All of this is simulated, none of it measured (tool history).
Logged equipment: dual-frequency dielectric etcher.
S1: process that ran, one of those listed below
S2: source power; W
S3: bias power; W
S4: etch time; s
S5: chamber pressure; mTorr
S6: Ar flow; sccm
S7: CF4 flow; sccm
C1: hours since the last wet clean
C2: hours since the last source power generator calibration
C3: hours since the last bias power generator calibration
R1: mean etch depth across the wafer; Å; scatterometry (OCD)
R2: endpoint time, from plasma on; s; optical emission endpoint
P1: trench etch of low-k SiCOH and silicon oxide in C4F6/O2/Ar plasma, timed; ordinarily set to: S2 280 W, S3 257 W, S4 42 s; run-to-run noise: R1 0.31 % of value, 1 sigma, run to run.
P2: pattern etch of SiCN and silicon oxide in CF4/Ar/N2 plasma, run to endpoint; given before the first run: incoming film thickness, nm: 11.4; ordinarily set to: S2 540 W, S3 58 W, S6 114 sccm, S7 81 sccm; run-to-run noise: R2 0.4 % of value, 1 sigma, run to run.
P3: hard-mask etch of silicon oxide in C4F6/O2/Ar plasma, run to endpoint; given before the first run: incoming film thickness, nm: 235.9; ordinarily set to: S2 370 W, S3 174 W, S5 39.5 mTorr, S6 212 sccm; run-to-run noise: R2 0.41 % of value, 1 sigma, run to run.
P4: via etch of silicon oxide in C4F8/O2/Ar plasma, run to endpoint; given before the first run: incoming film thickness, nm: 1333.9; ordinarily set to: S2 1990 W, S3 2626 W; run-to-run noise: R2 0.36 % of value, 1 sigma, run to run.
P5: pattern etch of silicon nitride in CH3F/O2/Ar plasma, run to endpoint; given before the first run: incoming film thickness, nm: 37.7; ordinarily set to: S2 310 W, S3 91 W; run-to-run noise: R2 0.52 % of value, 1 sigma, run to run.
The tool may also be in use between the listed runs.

run 1 hour=13.2 | S1=P1 S2=280 S3=257 S4=42 | C1=67.4 C2=1277.2 C3=2171 | R1=1306.8
run 2 hour=21.1 | S1=P1 S2=280 S3=257 S4=42 | C1=75.3 C2=1285.1 C3=2178.9 | R1=1301.9
run 3 hour=29.8 | S1=P1 S2=280 S3=152 S4=42 | C1=84 C2=1293.8 C3=2187.6 | R1=1096
run 4 hour=39.5 | S1=P1 S2=280 S3=343 S4=42 | C1=93.7 C2=1303.5 C3=2197.3 | R1=1443.3
run 5 hour=53.8 | S1=P1 S2=280 S3=257 S4=42 | C1=108 C2=1317.8 C3=2211.6 | R1=1313.8
run 6 hour=66.3 | S1=P1 S2=340 S3=257 S4=42 | C1=120.5 C2=1330.3 C3=2224.1 | R1=1407
run 7 hour=80.2 | S1=P3 S2=370 S3=174 S5=39.5 S6=212 | C1=134.4 C2=1344.2 C3=2238 | R2=78.471
run 8 hour=94 | S1=P2 S2=540 S3=58 S6=114 S7=81 | C1=148.2 C2=1358 C3=2251.8 | R2=11.855
-- hour=98.7 wet clean of the chamber
run 9 hour=102.5 | S1=P4 S2=1990 S3=2626 | C1=3.9 C2=1366.5 C3=2260.3 | R2=248.95
run 10 hour=113.1 | S1=P4 S2=1990 S3=3631 | C1=14.5 C2=1377.1 C3=2270.9 | R2=226.41
run 11 hour=128.3 | S1=P2 S2=730 S3=58 S6=114 S7=81 | C1=29.7 C2=1392.3 C3=2286.1 | R2=8.9965
run 12 hour=142.9 | S1=P5 S2=210 S3=91 | C1=44.3 C2=1406.9 C3=2300.7 | R2=61.786
run 13 hour=157.5 | S1=P1 S2=280 S3=257 S4=42 | C1=58.9 C2=1421.5 C3=2315.3 | R1=1308.5
run 14 hour=170.6 | S1=P2 S2=540 S3=58 S6=114 S7=100 | C1=72 C2=1434.6 C3=2328.4 | R2=11.516
run 15 hour=184.7 | S1=P1 S2=340 S3=257 S4=24 | C1=86.1 C2=1448.7 C3=2342.5 | R1=804.27
run 16 hour=192.9 | S1=P1 S2=350 S3=257 S4=61 | C1=94.3 C2=1456.9 C3=2350.7 | R1=2071.3
run 17 hour=206.7 | S1=P1 S2=280 S3=332 S4=24.5 | C1=108.1 C2=1470.7 C3=2364.5 | R1=834.53
run 18 hour=221.7 | S1=P2 S2=540 S3=58 S6=114 S7=81 | C1=123.1 C2=1485.7 C3=2379.5 | R2=11.859
run 19 hour=228.7 | S1=P3 S2=370 S3=174 S5=29 S6=212 | C1=130.1 C2=1492.7 C3=2386.5 | R2=75.821
run 20 hour=241.5 | S1=P1 S2=280 S3=257 S4=42 | C1=142.9 C2=1505.5 C3=2399.3 | R1=1313.2
run 21 hour=252.5 | S1=P2 S2=540 S3=58 S6=147 S7=81 | C1=153.9 C2=1516.5 C3=2410.3 | R2=12.403
run 22 hour=266.7 | S1=P5 S2=310 S3=91 | C1=168.1 C2=1530.7 C3=2424.5 | R2=53.502
run 23 hour=274.2 | S1=P3 S2=370 S3=174 S5=39.5 S6=127 | C1=175.6 C2=1538.2 C3=2432 | R2=74.386
run 24 hour=290.2 | S1=P3 S2=370 S3=174 S5=39.5 S6=212 | C1=191.6 C2=1554.2 C3=2448 | R2=78.826
run 25 hour=301.3 | S1=P1 S2=180 S3=257 S4=42 | C1=202.7 C2=1565.3 C3=2459.1 | R1=1103
run 26 hour=314.6 | S1=P2 S2=540 S3=75 S6=114 S7=81 | C1=216 C2=1578.6 C3=2472.4 | R2=10.94
run 27 hour=321.9 | S1=P4 S2=2550 S3=2626 | C1=223.3 C2=1585.9 C3=2479.7 | R2=227.76
run 28 hour=337.5 | S1=P1 S2=280 S3=257 S4=29 | C1=238.9 C2=1601.5 C3=2495.3 | R1=899.34
run 29 hour=351.4 | S1=P1 S2=280 S3=257 S4=42 | C1=252.8 C2=1615.4 C3=2509.2 | R1=1308
run 30 hour=362.2 | S1=P5 S2=310 S3=64 | C1=263.6 C2=1626.2 C3=2520 | R2=61.038
run 31 hour=376.5 | S1=P3 S2=370 S3=127 S5=39.5 S6=212 | C1=277.9 C2=1640.5 C3=2534.3 | R2=86.775
run 32 hour=385.6 | S1=P3 S2=230 S3=174 S5=39.5 S6=212 | C1=287 C2=1649.6 C3=2543.4 | R2=94.172
run 33 hour=394.5 | S1=P1 S2=280 S3=257 S4=58 | C1=295.9 C2=1658.5 C3=2552.3 | R1=1800.6
run 34 hour=402.4 | S1=P4 S2=1990 S3=2626 | C1=303.8 C2=1666.4 C3=2560.2 | R2=250.06
run 35 hour=413.6 | S1=P1 S2=280 S3=257 S4=42 | C1=315 C2=1677.6 C3=2571.4 | R1=1303.1
run 36 hour=427.8 | S1=P1 S2=280 S3=257 S4=42 | C1=329.2 C2=1691.8 C3=2585.6 | R1=1322.9
run 37 hour=435.9 | S1=P1 S2=280 S3=257 S4=42 | C1=337.3 C2=1699.9 C3=2593.7 | R1=1321.9
-- hour=442.6 wet clean of the chamber
run 38 hour=446.6 | S1=P1 S2=280 S3=257 S4=42 | C1=4.1 C2=1710.6 C3=2604.4 | R1=1323.7
run 39 hour=457.7 | S1=P1 S2=280 S3=257 S4=42 | C1=15.2 C2=1721.7 C3=2615.5 | R1=1326.4
run 40 hour=471.6 | S1=P1 S2=280 S3=257 S4=42 | C1=29.1 C2=1735.6 C3=2629.4 | R1=1324.8
run 41 hour=481.7 | S1=P1 S2=280 S3=257 S4=42 | C1=39.2 C2=1745.7 C3=2639.5 | R1=1322.3
run 42 hour=489.5 | S1=P1 S2=280 S3=257 S4=42 | C1=47 C2=1753.5 C3=2647.3 | R1=1326

The output of P1 has drifted from where it used to be. Each of the 2 causes below, taken at the size shown beside it, accounts for the log equally well:
A: source power that arrives over what is set, % = 4.13
B: bias power that arrives over what is set, % = 4.5
The process output started creeping at around hour 413.6.
The rest of the possible causes, and what rules out each one:
chamber walls in a state that raises the etch rate, %: serviced at hour 442.6, after the change had begun; the process did not return to its earlier output

You are offered 4 check runs, listed below with question marks in place of their results; each one averages 2 wafers. Which run separates the listed causes by giving clearly different results for each?
run check 1 hour=497.3 | S1=P3 S2=370 S3=174 S5=39.5 S6=131 | R2=?
run check 2 hour=497.3 | S1=P5 S2=210 S3=68 | R2=?
run check 3 hour=497.3 | S1=P4 S2=2280 S3=3574 | R2=?
run check 4 hour=497.3 | S1=P2 S2=710 S3=58 S6=141 S7=81 | R2=?

If the cause were each of the candidates in turn, the checks would give the following:
check=check_1 result=R2 if_A=73.349 if_B=73.483
check=check_2 result=R2 if_A=67.925 if_B=67.89
check=check_3 result=R2 if_A=211.95 if_B=212.29
check=check_4 result=R2 if_A=9.3246 if_B=9.5303
Gap, in per cent, between the two causes that each check separates least, read from the result that separates them most: check 1 0.18 %; check 2 0.05 %; check 3 0.16 %; check 4 2.18 %
Of the check runs offered, only check 4 discriminates between the causes; the rest would read about the same regardless of which cause applies.

With check 4 done, the readings were: R2 9.5808 s. Identify which of the listed causes applies.

Of the candidate causes, it is B: bias power that arrives over what is set, %.

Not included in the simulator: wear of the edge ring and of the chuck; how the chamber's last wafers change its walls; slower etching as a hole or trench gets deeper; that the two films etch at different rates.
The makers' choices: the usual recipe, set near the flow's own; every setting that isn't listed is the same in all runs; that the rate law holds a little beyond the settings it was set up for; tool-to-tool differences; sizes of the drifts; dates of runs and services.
